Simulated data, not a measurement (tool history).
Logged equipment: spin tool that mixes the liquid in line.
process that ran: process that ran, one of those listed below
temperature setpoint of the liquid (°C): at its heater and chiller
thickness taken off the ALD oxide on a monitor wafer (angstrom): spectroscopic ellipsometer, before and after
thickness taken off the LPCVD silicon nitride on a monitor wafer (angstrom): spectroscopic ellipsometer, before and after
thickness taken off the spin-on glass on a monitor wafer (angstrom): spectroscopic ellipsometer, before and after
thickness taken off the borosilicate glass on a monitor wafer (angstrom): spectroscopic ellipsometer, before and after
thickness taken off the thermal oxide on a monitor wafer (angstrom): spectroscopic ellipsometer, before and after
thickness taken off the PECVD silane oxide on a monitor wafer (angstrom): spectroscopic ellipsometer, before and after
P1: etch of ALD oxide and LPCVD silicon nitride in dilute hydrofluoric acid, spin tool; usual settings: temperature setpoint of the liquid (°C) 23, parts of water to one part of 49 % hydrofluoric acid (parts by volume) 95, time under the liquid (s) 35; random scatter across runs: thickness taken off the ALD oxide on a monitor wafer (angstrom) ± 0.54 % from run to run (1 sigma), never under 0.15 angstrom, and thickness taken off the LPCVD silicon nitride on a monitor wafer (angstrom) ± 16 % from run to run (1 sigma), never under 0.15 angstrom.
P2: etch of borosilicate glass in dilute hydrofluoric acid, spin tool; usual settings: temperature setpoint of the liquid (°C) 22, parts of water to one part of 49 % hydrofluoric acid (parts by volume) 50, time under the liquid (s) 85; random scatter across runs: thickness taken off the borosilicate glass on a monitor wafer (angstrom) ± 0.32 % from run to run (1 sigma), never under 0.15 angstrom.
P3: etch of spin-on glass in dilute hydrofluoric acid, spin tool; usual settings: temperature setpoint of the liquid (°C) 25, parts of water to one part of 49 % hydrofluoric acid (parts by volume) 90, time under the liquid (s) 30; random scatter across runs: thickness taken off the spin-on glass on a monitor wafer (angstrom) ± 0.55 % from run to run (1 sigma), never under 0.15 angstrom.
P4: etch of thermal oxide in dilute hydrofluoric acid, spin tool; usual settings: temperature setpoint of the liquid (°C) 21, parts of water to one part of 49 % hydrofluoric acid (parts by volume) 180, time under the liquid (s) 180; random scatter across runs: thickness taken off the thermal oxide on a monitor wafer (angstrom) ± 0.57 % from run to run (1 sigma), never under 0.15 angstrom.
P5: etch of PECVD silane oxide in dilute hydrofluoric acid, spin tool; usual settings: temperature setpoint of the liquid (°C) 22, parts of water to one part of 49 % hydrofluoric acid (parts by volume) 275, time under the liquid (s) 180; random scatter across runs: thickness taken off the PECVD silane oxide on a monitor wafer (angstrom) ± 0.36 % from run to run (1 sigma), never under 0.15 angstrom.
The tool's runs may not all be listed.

run	day	process that ran	temperature setpoint of the liquid (°C)	parts of water to one part of 49 % hydrofluoric acid (parts by volume)	time under the liquid (s)	hours since the thermometer was replaced	hours since the hydrofluoric acid flow meter was replaced	thickness taken off the ALD oxide on a monitor wafer (angstrom)	thickness taken off the LPCVD silicon nitride on a monitor wafer (angstrom)	thickness taken off the spin-on glass on a monitor wafer (angstrom)	thickness taken off the borosilicate glass on a monitor wafer (angstrom)	thickness taken off the thermal oxide on a monitor wafer (angstrom)	thickness taken off the PECVD silane oxide on a monitor wafer (angstrom)
1	0.238	P1	23	95	35	303.8	256.3	43.54	1.8085				
2	0.554	P3	25	90	30	311.4	263.9			120.02			
3	1.033	P2	22	50	85	322.9	275.4				474.38		
4	1.25	P4	21	180	355	328.1	280.6					73.558	
5	1.733	P1	23	95	60	339.7	292.2	75.161	3.528				
6	2.204	P3	25	20	30	351	303.5			584.02			
7	2.521	P1	23	95	35	358.6	311.1	43.088	2.1301				
8	2.892	P1	28	95	35	367.5	320	53.632	3.1066				
9	3.246	P2	30.5	50	85	376	328.5				666.91		
10	3.675	P2	22	50	85	386.3	338.8				475		
11	4.154	P1	23	95	35	397.8	350.3	43.411	1.5707				
12	4.433	P5	22	275	290	404.5	357						119.92
13	4.875	P4	21	180	180	415.1	367.6					37.349	
14	5.362	P5	17	275	180	426.8	379.3						61.521
# day 5.575: thermometer replaced
15	5.758	P1	23	165	35	4.5	388.8	22.951	0.82082				
16	6.079	P1	17	95	55	12.2	396.5	53.701	2.1174				
17	6.517	P4	21	70	180	22.7	407					107.28	
18	6.942	P1	23	95	35	32.9	417.2	43.969	1.3954				
19	7.254	P5	22	475	180	40.4	424.7						36.007
20	7.562	P4	21	180	180	47.8	432.1					37.767	
21	8.029	P1	30.5	135	35	59	443.3	38.996	1.8876				
22	8.3	P1	19	95	35	65.5	449.8	37.07	1.5359				
23	8.562	P4	17	180	180	71.8	456.1					32.629	
24	8.958	P1	23	95	15	81.3	465.6	18.583	0.54827				
25	9.392	P1	23	95	35	91.7	476	43.474	1.9923				
26	9.758	P2	22	20	85	100.5	484.8				1234		
27	10.062	P1	23	95	35	107.8	492.1	43.503	1.942				
28	10.446	P3	25	90	45	117	501.3			180.88			
29	10.721	P2	22	50	15	123.6	507.9				83.742		
30	11.112	P1	23	60	35	133	517.3	73.238	1.6695				
31	11.329	P3	31	90	30	138.2	522.5			151.42			
32	11.808	P5	22	275	180	149.7	534						74.713
33	12.25	P1	23	95	35	160.3	544.6	44.084	1.6224				
34	12.617	P1	23	95	35	169.1	553.4	46.013	1.4638				
35	13.079	P1	23	95	35	180.2	564.5	47.334	1.5918				
36	13.467	P1	23	95	35	189.5	573.8	47.518	1.3104				
37	13.771	P1	23	95	35	196.8	581.1	47.637	1.7746				
38	14.138	P1	23	95	35	205.6	589.9	48.2	1.6606				
39	14.442	P1	23	95	35	212.9	597.2	48.214	1.888				
40	14.883	P1	23	95	35	223.5	607.8	47.515	1.8672				

Compared with where it was, what P1 gives has crept away. Each cause listed below fits the log as well as the rest, at the size given for it:
A: liquid hotter than its thermometer reads (K) = 2.31
B: hydrofluoric acid flow above the setpoint (%) = 8.58
The drift started at roughly day 12.25.

Of the 4 check runs below, each run on 2 wafers with the results averaged and each result still a question mark, which one would tell the listed causes apart?
check 1	15.325	P4	18	180	295							?	
check 2	15.325	P3	25	40	30					?			
check 3	15.325	P2	30	50	85						?		
check 4	15.325	P5	18.5	440	180								?

Expected result of each check under each candidate cause:
check	result	if A	if B
check 1	thickness taken off the thermal oxide on a monitor wafer (angstrom)	59.977	60.275
check 2	thickness taken off the spin-on glass on a monitor wafer (angstrom)	316.84	314.43
check 3	thickness taken off the borosilicate glass on a monitor wafer (angstrom)	717.85	716.83
check 4	thickness taken off the PECVD silane oxide on a monitor wafer (angstrom)	38.578	39.783
Smallest distance between any two causes, each pair judged by its most separating result, in per cent: check 1 0.5 %; check 2 0.76 %; check 3 0.14 %; check 4 3.08 %
Check 4 is the one run that separates the causes; every other check would come out nearly the same whichever cause is at work.

Check 4 was then run and gave: thickness taken off the PECVD silane oxide on a monitor wafer (angstrom) 39.757. Which cause is it?

The correct cause is B, namely: hydrofluoric acid flow above the setpoint (%).
